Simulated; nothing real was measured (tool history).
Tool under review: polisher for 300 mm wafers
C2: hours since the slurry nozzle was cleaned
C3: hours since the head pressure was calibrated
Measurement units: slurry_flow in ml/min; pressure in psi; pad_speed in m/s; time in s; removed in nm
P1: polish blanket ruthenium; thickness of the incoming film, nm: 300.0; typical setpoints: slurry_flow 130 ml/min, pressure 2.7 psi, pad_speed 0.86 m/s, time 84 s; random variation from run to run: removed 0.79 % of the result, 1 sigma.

{"run": 1, "hour": 15.2, "slurry_flow": 130, "pressure": 2.7, "pad_speed": 0.86, "time": 84, "wafers polished on this pad": 215, "C2": 350.2, "C3": 797.7, "removed": 122.9}
{"run": 2, "hour": 23.6, "slurry_flow": 130, "pressure": 2.7, "pad_speed": 0.86, "time": 84, "wafers polished on this pad": 276, "C2": 358.6, "C3": 806.1, "removed": 123.41}
{"run": 3, "hour": 36.7, "slurry_flow": 200, "pressure": 2.7, "pad_speed": 0.86, "time": 84, "wafers polished on this pad": 371, "C2": 371.7, "C3": 819.2, "removed": 132.19}
{"run": 4, "hour": 44.4, "slurry_flow": 130, "pressure": 2.7, "pad_speed": 0.86, "time": 121, "wafers polished on this pad": 427, "C2": 379.4, "C3": 826.9, "removed": 177.76}
{"run": 5, "hour": 52.4, "slurry_flow": 130, "pressure": 2.7, "pad_speed": 1.34, "time": 84, "wafers polished on this pad": 485, "C2": 387.4, "C3": 834.9, "removed": 192.07}
{"run": 6, "hour": 63.1, "slurry_flow": 130, "pressure": 2.7, "pad_speed": 0.86, "time": 84, "wafers polished on this pad": 563, "C2": 398.1, "C3": 845.6, "removed": 123.28}
{"run": 7, "hour": 73.4, "slurry_flow": 130, "pressure": 2.7, "pad_speed": 0.38, "time": 84, "wafers polished on this pad": 638, "C2": 408.4, "C3": 855.9, "removed": 54.947}
{"run": 8, "hour": 80.0, "slurry_flow": 90, "pressure": 2.7, "pad_speed": 0.86, "time": 84, "wafers polished on this pad": 686, "C2": 415.0, "C3": 862.5, "removed": 114.41}
{"run": 9, "hour": 88.3, "slurry_flow": 130, "pressure": 3.4, "pad_speed": 0.86, "time": 84, "wafers polished on this pad": 746, "C2": 423.3, "C3": 870.8, "removed": 155.95}
{"run": 10, "hour": 101.2, "slurry_flow": 130, "pressure": 2.7, "pad_speed": 0.86, "time": 84, "wafers polished on this pad": 840, "C2": 436.2, "C3": 883.7, "removed": 123.38}
{"run": 11, "hour": 110.8, "slurry_flow": 130, "pressure": 2.7, "pad_speed": 0.86, "time": 48, "wafers polished on this pad": 910, "C2": 445.8, "C3": 893.3, "removed": 70.748}
{"run": 12, "hour": 117.8, "slurry_flow": 130, "pressure": 1.7, "pad_speed": 0.86, "time": 84, "wafers polished on this pad": 961, "C2": 452.8, "C3": 900.3, "removed": 76.643}
{"run": 13, "hour": 127.2, "slurry_flow": 130, "pressure": 2.7, "pad_speed": 0.86, "time": 84, "wafers polished on this pad": 1029, "C2": 462.2, "C3": 909.7, "removed": 121.9}

Predict the results of run 14:
{"run": 14, "hour": 135.1, "slurry_flow": 130, "pressure": 2.7, "pad_speed": 0.86, "time": 84, "wafers polished on this pad": 1086, "C2": 470.1, "C3": 917.6, "removed": "?"}

removed: 122.250 nm
